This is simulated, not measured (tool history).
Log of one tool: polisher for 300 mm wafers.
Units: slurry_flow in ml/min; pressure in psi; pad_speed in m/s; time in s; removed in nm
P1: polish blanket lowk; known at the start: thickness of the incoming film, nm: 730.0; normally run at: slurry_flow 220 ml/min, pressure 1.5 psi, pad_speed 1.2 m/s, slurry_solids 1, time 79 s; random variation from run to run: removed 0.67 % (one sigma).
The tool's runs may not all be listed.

run,hour,slurry_flow,pressure,pad_speed,slurry_solids,time,removed
1,8,220,1.5,1.2,1,79,29.461
2,16.8,335,1.5,1.2,1,79,30.663
3,30.4,220,0.7,1.2,1,79,13.6
4,43.7,220,1.5,1.2,1,79,29.677
5,59.4,220,1.5,1.2,1,122,45.195
6,68.7,220,1.5,1.2,1,53,19.718
7,76.7,220,1.5,1.2,1,79,29.436
# hour 77.9: head pressure recalibrated
8,86.5,220,1.5,1.2,1.25,79,32.282
9,97.1,220,1.5,1.2,1,79,29.195
10,110.3,220,2.1,1.2,1,79,41.465
# hour 112.9: conditioning disc replaced and pad reconditioned
11,125.1,220,1.5,1.2,1,79,29.364
12,133.4,220,1.5,1.54,1,79,35.727
# hour 140.1: slurry blender recalibrated
13,144.3,220,1.5,1.2,0.5,79,20.229
14,153.5,220,1.5,1.2,1,79,29.376
15,171.4,220,1.5,1.2,0.8,41,13.71
16,180.7,130,1.5,1.2,1,79,26.965
17,190.6,220,1.5,0.6,1,79,16.702
18,207.5,220,1.5,1.2,1,79,29.531
19,219,220,1.5,1.2,1,79,28.537

Forecast run 20:
20,232.9,220,1.5,1.2,1,79,?

removed: 28.15 nm
